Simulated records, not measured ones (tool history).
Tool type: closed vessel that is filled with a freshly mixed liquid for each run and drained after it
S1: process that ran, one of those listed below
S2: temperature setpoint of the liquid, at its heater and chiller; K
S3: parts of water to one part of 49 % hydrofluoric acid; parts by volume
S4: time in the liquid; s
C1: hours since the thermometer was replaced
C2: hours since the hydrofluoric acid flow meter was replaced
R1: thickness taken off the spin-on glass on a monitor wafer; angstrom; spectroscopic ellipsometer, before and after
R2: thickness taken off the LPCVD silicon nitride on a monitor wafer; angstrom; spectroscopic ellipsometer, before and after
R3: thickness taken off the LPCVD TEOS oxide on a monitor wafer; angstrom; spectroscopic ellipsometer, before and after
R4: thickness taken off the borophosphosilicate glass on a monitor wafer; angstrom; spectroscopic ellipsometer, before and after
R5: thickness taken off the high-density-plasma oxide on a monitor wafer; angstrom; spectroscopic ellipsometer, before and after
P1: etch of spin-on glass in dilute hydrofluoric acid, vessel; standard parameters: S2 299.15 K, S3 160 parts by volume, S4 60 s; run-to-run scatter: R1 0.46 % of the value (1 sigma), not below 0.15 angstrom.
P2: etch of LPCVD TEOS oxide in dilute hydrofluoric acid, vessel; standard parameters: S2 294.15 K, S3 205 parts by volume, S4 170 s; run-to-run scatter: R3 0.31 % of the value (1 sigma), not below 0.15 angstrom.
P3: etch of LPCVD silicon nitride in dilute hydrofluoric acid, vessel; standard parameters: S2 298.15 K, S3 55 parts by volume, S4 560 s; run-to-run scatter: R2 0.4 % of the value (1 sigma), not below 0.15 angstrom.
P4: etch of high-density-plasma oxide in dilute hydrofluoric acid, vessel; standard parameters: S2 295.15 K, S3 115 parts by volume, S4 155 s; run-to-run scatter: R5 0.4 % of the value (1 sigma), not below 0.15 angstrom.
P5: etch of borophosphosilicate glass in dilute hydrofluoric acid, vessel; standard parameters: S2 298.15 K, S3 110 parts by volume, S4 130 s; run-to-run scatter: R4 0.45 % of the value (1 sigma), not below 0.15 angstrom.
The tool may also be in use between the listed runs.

{"run": 1, "hour": 6.7, "S1": "P1", "S2": 299.15, "S3": 160, "S4": 60, "C1": 1440.4, "C2": 173.1, "R1": 251.94}
{"run": 2, "hour": 11.6, "S1": "P3", "S2": 298.15, "S3": 55, "S4": 75, "C1": 1445.3, "C2": 178.0, "R2": 7.8898}
{"run": 3, "hour": 15.7, "S1": "P2", "S2": 294.15, "S3": 205, "S4": 30, "C1": 1449.4, "C2": 182.1, "R3": 43.295}
{"run": 4, "hour": 23.5, "S1": "P1", "S2": 299.15, "S3": 160, "S4": 60, "C1": 1457.2, "C2": 189.9, "R1": 253.11}
{"run": 5, "hour": 31.8, "S1": "P1", "S2": 299.15, "S3": 160, "S4": 60, "C1": 1465.5, "C2": 198.2, "R1": 251.55}
{"run": 6, "hour": 38.1, "S1": "P1", "S2": 299.15, "S3": 160, "S4": 60, "C1": 1471.8, "C2": 204.5, "R1": 252.1}
{"run": 7, "hour": 43.7, "S1": "P5", "S2": 298.15, "S3": 110, "S4": 130, "C1": 1477.4, "C2": 210.1, "R4": 505.59}
{"run": 8, "hour": 49.2, "S1": "P4", "S2": 295.15, "S3": 115, "S4": 30, "C1": 1482.9, "C2": 215.6, "R5": 13.677}
{"run": 9, "hour": 57.8, "S1": "P5", "S2": 298.15, "S3": 110, "S4": 30, "C1": 1491.5, "C2": 224.2, "R4": 116.77}
{"run": 10, "hour": 64.0, "S1": "P1", "S2": 299.15, "S3": 160, "S4": 30, "C1": 1497.7, "C2": 230.4, "R1": 126.52}
{"run": 11, "hour": 69.7, "S1": "P1", "S2": 299.15, "S3": 160, "S4": 105, "C1": 1503.4, "C2": 236.1, "R1": 440.9}
{"run": 12, "hour": 76.7, "S1": "P1", "S2": 299.15, "S3": 160, "S4": 60, "C1": 1510.4, "C2": 243.1, "R1": 251.14}
{"run": 13, "hour": 81.8, "S1": "P1", "S2": 305.65, "S3": 160, "S4": 60, "C1": 1515.5, "C2": 248.2, "R1": 319.22}
{"run": 14, "hour": 90.3, "S1": "P4", "S2": 295.15, "S3": 115, "S4": 155, "C1": 1524.0, "C2": 256.7, "R5": 69.52}
{"run": 15, "hour": 94.4, "S1": "P1", "S2": 293.65, "S3": 160, "S4": 60, "C1": 1528.1, "C2": 260.8, "R1": 204.99}
{"run": 16, "hour": 100.2, "S1": "P3", "S2": 298.15, "S3": 20, "S4": 560, "C1": 1533.9, "C2": 266.6, "R2": 155.47}
{"run": 17, "hour": 106.6, "S1": "P1", "S2": 304.65, "S3": 160, "S4": 35, "C1": 1540.3, "C2": 273.0, "R1": 178.11}
{"run": 18, "hour": 114.6, "S1": "P4", "S2": 300.15, "S3": 115, "S4": 155, "C1": 1548.3, "C2": 281.0, "R5": 84.455}
{"run": 19, "hour": 123.3, "S1": "P4", "S2": 295.15, "S3": 115, "S4": 155, "C1": 1557.0, "C2": 289.7, "R5": 69.828}
{"run": 20, "hour": 131.5, "S1": "P2", "S2": 294.15, "S3": 205, "S4": 170, "C1": 1565.2, "C2": 297.9, "R3": 245.36}
{"run": 21, "hour": 136.5, "S1": "P1", "S2": 302.65, "S3": 160, "S4": 100, "C1": 1570.2, "C2": 302.9, "R1": 478.98}
{"run": 22, "hour": 145.7, "S1": "P1", "S2": 299.15, "S3": 40, "S4": 60, "C1": 1579.4, "C2": 312.1, "R1": 1191.6}
{"run": 23, "hour": 154.8, "S1": "P3", "S2": 298.15, "S3": 55, "S4": 560, "C1": 1588.5, "C2": 321.2, "R2": 58.401}

Estimate the outcome of run 24 from the log above:
{"run": 24, "hour": 162.0, "S1": "P2", "S2": 294.15, "S3": 80, "S4": 170, "C1": 1595.7, "C2": 328.4, "R3": "?"}

{"run 24": {"R3": 720.55}}

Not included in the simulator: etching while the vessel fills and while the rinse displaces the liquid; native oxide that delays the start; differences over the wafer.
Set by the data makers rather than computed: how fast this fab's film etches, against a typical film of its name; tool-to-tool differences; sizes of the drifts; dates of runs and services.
